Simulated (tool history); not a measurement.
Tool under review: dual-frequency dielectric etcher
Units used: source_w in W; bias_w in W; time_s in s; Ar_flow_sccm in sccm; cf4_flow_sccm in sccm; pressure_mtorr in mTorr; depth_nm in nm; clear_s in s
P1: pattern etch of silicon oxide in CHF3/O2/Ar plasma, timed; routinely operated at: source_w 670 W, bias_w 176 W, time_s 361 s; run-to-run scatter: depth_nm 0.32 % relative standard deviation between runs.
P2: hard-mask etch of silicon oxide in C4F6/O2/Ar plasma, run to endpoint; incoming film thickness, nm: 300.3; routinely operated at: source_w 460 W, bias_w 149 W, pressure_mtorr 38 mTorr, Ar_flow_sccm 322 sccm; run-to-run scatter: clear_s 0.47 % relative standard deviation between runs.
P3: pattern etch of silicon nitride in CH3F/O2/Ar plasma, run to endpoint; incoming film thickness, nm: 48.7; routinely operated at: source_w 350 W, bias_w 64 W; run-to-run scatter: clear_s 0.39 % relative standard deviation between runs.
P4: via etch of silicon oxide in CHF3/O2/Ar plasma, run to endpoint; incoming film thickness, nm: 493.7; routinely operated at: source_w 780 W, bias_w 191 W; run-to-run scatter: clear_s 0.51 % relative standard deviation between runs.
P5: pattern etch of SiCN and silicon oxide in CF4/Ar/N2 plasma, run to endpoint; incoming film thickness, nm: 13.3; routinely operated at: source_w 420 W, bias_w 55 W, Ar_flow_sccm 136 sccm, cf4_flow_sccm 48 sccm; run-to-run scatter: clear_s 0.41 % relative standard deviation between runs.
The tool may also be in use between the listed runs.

| run | hour | process | source_w | bias_w | time_s | Ar_flow_sccm | cf4_flow_sccm | pressure_mtorr | depth_nm | clear_s |
|---|---|---|---|---|---|---|---|---|---|---|
| 1 | 16 | P1 | 670 | 176 | 361 |  |  |  | 757.05 |  |
| 2 | 29.7 | P5 | 420 | 55 |  | 136 | 58 |  |  | 19.106 |
| 3 | 43.4 | P5 | 420 | 55 |  | 136 | 48 |  |  | 19.849 |
| 4 | 56.5 | P5 | 510 | 55 |  | 136 | 48 |  |  | 16.659 |
| 5 | 66.2 | P3 | 350 | 64 |  |  |  |  |  | 75.774 |
| 6 | 74.9 | P3 | 350 | 64 |  |  |  |  |  | 75.634 |
| 7 | 88.4 | P5 | 420 | 37 |  | 136 | 48 |  |  | 22.419 |
| 8 | 100.3 | P3 | 490 | 64 |  |  |  |  |  | 66.811 |
| 9 | 111.4 | P4 | 530 | 191 |  |  |  |  |  | 252.75 |
| 10 | 125.6 | P5 | 420 | 55 |  | 185 | 48 |  |  | 20.948 |
| 11 | 137.4 | P1 | 850 | 176 | 361 |  |  |  | 825.81 |  |
| 12 | 145.2 | P2 | 460 | 149 |  | 322 |  | 47.5 |  | 100.42 |
| 13 | 155.9 | P2 | 320 | 149 |  | 322 |  | 38 |  | 112.43 |
| 14 | 164.4 | P1 | 670 | 240 | 199.5 |  |  |  | 460.42 |  |
| 15 | 176.7 | P2 | 460 | 203 |  | 322 |  | 38 |  | 89.294 |
| 16 | 186.8 | P1 | 670 | 176 | 270 |  |  |  | 562.02 |  |
| 17 | 201.6 | P1 | 520 | 176 | 361 |  |  |  | 685.19 |  |
| 18 | 218.5 | P3 | 350 | 90 |  |  |  |  |  | 66.994 |
| 19 | 232.1 | P1 | 670 | 176 | 361 |  |  |  | 760.27 |  |
| 20 | 240.9 | P1 | 670 | 116 | 361 |  |  |  | 666.45 |  |
| 21 | 251.8 | P4 | 780 | 191 |  |  |  |  |  | 217.27 |
| 22 | 261.1 | P1 | 670 | 176 | 361 |  |  |  | 754.51 |  |
| 23 | 276 | P2 | 460 | 149 |  | 382 |  | 38 |  | 99.666 |
| 24 | 284.4 | P2 | 460 | 149 |  | 322 |  | 38 |  | 97.706 |
| 25 | 296.6 | P1 | 670 | 176 | 516 |  |  |  | 1083.7 |  |
| 26 | 313.2 | P5 | 420 | 55 |  | 136 | 48 |  |  | 19.724 |
| 27 | 324.5 | P1 | 670 | 176 | 361 |  |  |  | 752.63 |  |
| 28 | 341.3 | P1 | 670 | 211 | 361 |  |  |  | 801.36 |  |
| 29 | 352.8 | P4 | 780 | 113 |  |  |  |  |  | 256.97 |
| 30 | 364.6 | P1 | 670 | 176 | 361 |  |  |  | 754.22 |  |
| 31 | 380 | P1 | 670 | 176 | 361 |  |  |  | 761.17 |  |
| 32 | 396.3 | P1 | 670 | 176 | 361 |  |  |  | 764.73 |  |
| 33 | 408.3 | P1 | 670 | 176 | 361 |  |  |  | 762.88 |  |
| 34 | 418 | P1 | 670 | 176 | 361 |  |  |  | 765.78 |  |
| 35 | 428.2 | P1 | 670 | 176 | 361 |  |  |  | 769.88 |  |
|  | 437.8 | wet clean of the chamber |
| 36 | 438.7 | P1 | 670 | 176 | 361 |  |  |  | 768.38 |  |
| 37 | 450.8 | P1 | 670 | 176 | 361 |  |  |  | 767.95 |  |
| 38 | 460.9 | P1 | 670 | 176 | 361 |  |  |  | 762.74 |  |
| 39 | 475 | P1 | 670 | 176 | 361 |  |  |  | 767.05 |  |

What P1 gives has crept away from where it was. These 2 causes fit the log equally well, each at the size given:
A: source power that arrives over what is set, % = 4.31
B: bias power that arrives over what is set, % = 4.98
The drift started at roughly hour 364.6.
Excluded causes, each with its reason:
chamber walls in a state that raises the etch rate, %: serviced at hour 437.8, after the change had begun; the process did not return to its earlier output

4 check runs are offered, each on 2 wafers whose results are averaged, their results left as question marks. Which one tells the causes apart?
| check 1 | 489.1 | P2 | 350 | 149 |  | 322 |  | 38 |  | ? |
| check 2 | 489.1 | P3 | 490 | 64 |  |  |  |  |  | ? |
| check 3 | 489.1 | P5 | 420 | 39 |  | 136 | 48 |  |  | ? |
| check 4 | 489.1 | P4 | 640 | 125 |  |  |  |  |  | ? |

Expected result of each check under each candidate cause:
| check | result | if A | if B |
|---|---|---|---|
| check 1 | clear_s | 107.43 | 107.61 |
| check 2 | clear_s | 65.694 | 65.707 |
| check 3 | clear_s | 21.424 | 21.88 |
| check 4 | clear_s | 264.68 | 265.06 |
Smallest distance between any two causes, each pair judged by its most separating result, in per cent: check 1 0.16 %; check 2 0.02 %; check 3 2.1 %; check 4 0.15 %
Check 3 is the one run that separates the causes; every other check would come out nearly the same whichever cause is at work.

Check 3 has now been run. It gave: clear_s 21.368 s. Which of the candidate causes is it?

A is the cause: source power that arrives over what is set, %.
